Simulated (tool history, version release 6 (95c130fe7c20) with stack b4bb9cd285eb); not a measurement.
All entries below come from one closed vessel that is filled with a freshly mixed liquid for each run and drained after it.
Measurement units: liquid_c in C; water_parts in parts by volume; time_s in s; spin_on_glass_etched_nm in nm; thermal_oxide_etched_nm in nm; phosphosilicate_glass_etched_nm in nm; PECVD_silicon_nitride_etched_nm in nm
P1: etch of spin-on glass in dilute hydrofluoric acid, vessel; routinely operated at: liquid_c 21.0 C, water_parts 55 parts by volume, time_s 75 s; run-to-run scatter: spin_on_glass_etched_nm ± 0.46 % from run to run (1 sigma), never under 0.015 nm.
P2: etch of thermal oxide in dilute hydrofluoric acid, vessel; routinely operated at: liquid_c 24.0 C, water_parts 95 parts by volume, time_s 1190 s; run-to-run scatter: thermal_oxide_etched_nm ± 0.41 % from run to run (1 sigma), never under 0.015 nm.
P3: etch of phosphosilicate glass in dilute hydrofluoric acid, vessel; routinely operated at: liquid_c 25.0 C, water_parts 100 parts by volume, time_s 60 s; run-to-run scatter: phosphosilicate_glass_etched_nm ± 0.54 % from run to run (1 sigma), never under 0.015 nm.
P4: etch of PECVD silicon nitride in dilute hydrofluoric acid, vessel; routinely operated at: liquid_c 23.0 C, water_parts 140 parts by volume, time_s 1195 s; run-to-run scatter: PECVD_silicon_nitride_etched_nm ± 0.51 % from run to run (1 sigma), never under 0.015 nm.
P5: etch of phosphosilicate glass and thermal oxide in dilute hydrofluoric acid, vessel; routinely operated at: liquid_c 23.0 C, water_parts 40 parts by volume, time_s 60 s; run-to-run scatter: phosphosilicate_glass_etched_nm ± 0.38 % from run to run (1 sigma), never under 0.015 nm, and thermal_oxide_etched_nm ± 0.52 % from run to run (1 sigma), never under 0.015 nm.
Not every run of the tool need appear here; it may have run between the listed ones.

run   hour  process  liquid_c  water_parts  time_s  hours since the thermometer was replaced  hours since the hydrofluoric acid flow meter was replaced  spin_on_glass_etched_nm  thermal_oxide_etched_nm  phosphosilicate_glass_etched_nm  PECVD_silicon_nitride_etched_nm
  1    7.4       P1      21.0           55      75                                    1228.8                                                      367.3                   28.994
  2   18.5       P2      24.0           95    1190                                    1239.9                                                      378.4                                           56.4460
  3   27.5       P2      24.0           95    2200                                    1248.9                                                      387.4                                          104.3900
  4   36.8       P1      17.0           55      75                                    1258.2                                                      396.7                   24.539
  5   44.6       P3      25.0          135      60                                    1266.0                                                      404.5                                                                             76.674
  6   54.5       P5      17.0           40      60                                    1275.9                                                      414.4                                            5.7706                          118.810
  7   64.4       P3      25.0          100      60                                    1285.8                                                      424.3                                                                            108.660
  8   76.9       P4      30.5          140    1195                                    1298.3                                                      436.8                                                                                                              62.920
  9   88.9       P1      24.5           20      75                                    1310.3                                                      448.8                   98.528
 10  101.0       P4      23.0          140    1195                                    1322.4                                                      460.9                                                                                                              39.096
 11  108.2       P1      21.0           80      75                                    1329.6                                                      468.1                   19.563
 12  117.0       P5      23.0           20      60                                    1338.4                                                      476.9                                           15.4010                          316.150
 13  126.4       P3      25.0          100      60                                    1347.8                                                      486.3                                                                            108.540
 14  135.9       P3      31.5          100      60                                    1357.3                                                      495.8                                                                            138.610
 15  142.9       P1      21.0           55      75                                    1364.3                                                      502.8                   29.361
 16  150.3       P5      23.0           40      60                                    1371.7                                                      510.2                                            7.4708                          154.140
 17  157.5       P2      24.0           95    1190                                    1378.9                                                      517.4                                           55.9940
 18  166.4       P1      21.0           55      40                                    1387.8                                                      526.3                   15.695
 19  177.6       P1      21.0           55      75                                    1399.0                                                      537.5                   29.356
 20  189.3       P1      21.0           20      75                                    1410.7                                                      549.2                   83.792
 21  198.4       P4      23.0           85    1195                                    1419.8                                                      558.3                                                                                                              63.636
 22  204.8       P4      23.0          140    1915                                    1426.2                                                      564.7                                                                                                              62.877
 23  213.0       P5      23.0           40      30                                    1434.4                                                      572.9                                            3.6939                           76.886
 24  223.7       P1      25.0           55      75                                    1445.1                                                      583.6                   34.544
 25  234.0       P1      21.0           55     135                                    1455.4                                                      593.9                   52.387
 26  245.8       P1      21.0           55      75                                    1467.2                                                      605.7                   29.384
 27  251.4       P1      24.5           20      75                                    1472.8                                                      611.3                   97.793
 28  262.5       P1      27.0           55      40                                    1483.9                                                      622.4                   19.819
 29  270.8       P3      25.0          100     105                                    1492.2                                                      630.7                                                                            188.430
 30  276.8       P1      21.0           55      75                                    1498.2                                                      636.7                   29.061
 31  288.5       P1      21.0           55      75                                    1509.9                                                      648.4                   29.167
 32  295.0       P2      17.0           95    1190                                    1516.4                                                      654.9                                           42.0000
 33  303.6       P2      24.0           45    1190                                    1525.0                                                      663.5                                          126.5300
 34  315.3       P1      21.0           55      75                                    1536.7                                                      675.2                   29.411
 35  320.9       P1      21.0           55      75                                    1542.3                                                      680.8                   28.661
 36  331.2       P1      21.0           55      75                                    1552.6                                                      691.1                   28.255
 37  343.3       P1      21.0           55      75                                    1564.7                                                      703.2                   27.796
 38  352.5       P1      21.0           55      75                                    1573.9                                                      712.4                   27.623
 39  362.2       P1      21.0           55      75                                    1583.6                                                      722.1                   27.206
 40  368.7       P1      21.0           55      75                                    1590.1                                                      728.6                   27.295
 41  381.1       P1      21.0           55      75                                    1602.5                                                      741.0                   27.463
 42  391.1       P1      21.0           55      75                                    1612.5                                                      751.0                   27.204
 43  402.9       P1      21.0           55      75                                    1624.3                                                      762.8                   27.212

The output of P1 has drifted from where it used to be. Each of the 2 causes below, taken at the size shown beside it, accounts for the log equally well:
A: hydrofluoric acid flow below the setpoint (%) = 6.68
B: liquid colder than its thermometer reads (K) = 1.75
The onset of the drift is placed at about hour 315.3.

Each of the 4 check runs below uses one wafer; its results are left as question marks. Which run tells the causes apart?
check 1  414.7       P5      23.0           40      60                                                                                                                                                      ?                                ?
check 2  414.7       P4      23.0          140    1195                                                                                                                                                                                                                        ?
check 3  414.7       P2      24.0           95    1190                                                                                                                                                      ?
check 4  414.7       P3      25.0          100      60                                                                                                                                                                                       ?

Expected result of each check under each candidate cause:
  check                           result     if A     if B
check 1          thermal_oxide_etched_nm   6.9570   6.9509
check 1  phosphosilicate_glass_etched_nm  142.480  142.350
check 2  PECVD_silicon_nitride_etched_nm   36.420   34.744
check 3          thermal_oxide_etched_nm  52.0120  52.3960
check 4  phosphosilicate_glass_etched_nm  100.250  101.150
Gap, in per cent, between the two causes that each check separates least, read from the result that separates them most: check 1 0.09 %; check 2 4.71 %; check 3 0.74 %; check 4 0.89 %
Only check 2 tells the causes apart: in the others they would give nearly the same result.

With check 2 done, the readings were: PECVD_silicon_nitride_etched_nm 34.753 nm. Identify which of the listed causes applies.

It is B: liquid colder than its thermometer reads (K).
